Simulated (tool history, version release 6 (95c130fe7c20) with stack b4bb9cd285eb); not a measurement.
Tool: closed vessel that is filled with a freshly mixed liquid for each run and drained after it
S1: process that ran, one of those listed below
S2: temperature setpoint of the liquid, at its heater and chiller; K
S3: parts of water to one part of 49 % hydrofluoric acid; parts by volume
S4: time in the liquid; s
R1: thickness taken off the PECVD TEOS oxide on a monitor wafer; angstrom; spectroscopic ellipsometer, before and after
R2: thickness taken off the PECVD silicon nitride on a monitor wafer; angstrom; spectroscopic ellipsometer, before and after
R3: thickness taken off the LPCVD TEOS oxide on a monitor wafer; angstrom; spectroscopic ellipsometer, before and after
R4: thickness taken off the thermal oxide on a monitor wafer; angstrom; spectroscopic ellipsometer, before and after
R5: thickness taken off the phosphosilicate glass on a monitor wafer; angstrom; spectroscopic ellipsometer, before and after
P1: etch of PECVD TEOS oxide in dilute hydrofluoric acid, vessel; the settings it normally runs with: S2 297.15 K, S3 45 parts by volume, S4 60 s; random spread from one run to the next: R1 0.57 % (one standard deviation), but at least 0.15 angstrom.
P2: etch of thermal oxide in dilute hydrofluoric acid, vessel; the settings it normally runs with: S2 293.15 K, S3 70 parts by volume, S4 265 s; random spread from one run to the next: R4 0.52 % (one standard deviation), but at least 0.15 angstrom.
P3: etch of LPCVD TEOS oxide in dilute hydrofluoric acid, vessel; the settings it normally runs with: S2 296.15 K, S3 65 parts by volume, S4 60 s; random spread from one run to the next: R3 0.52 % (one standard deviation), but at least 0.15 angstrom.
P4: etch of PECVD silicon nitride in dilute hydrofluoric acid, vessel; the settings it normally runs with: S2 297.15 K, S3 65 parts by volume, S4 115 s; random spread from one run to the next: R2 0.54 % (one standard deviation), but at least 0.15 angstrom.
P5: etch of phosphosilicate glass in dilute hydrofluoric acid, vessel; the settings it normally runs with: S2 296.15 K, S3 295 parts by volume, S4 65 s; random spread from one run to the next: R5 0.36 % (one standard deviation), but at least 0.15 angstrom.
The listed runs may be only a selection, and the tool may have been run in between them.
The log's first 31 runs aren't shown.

run,hour,S1,S2,S3,S4,R1,R2,R3,R4,R5
32,392.2,P1,297.15,45,60,280.48,,,,
33,408.6,P1,297.15,45,60,277.9,,,,
34,418.6,P1,297.15,45,60,282.43,,,,
35,430,P1,297.15,45,60,284.93,,,,
36,438.3,P1,297.15,45,60,289.08,,,,
37,453.4,P1,297.15,45,60,288.89,,,,
38,469.8,P1,297.15,45,60,289.65,,,,
39,485.2,P1,297.15,45,60,294.42,,,,
40,501.3,P1,297.15,45,60,294.85,,,,

What does the tool deliver on the next run?
41,518,P1,297.15,45,60,?,,,,

Logged for run 41: R1 293.92 angstrom.
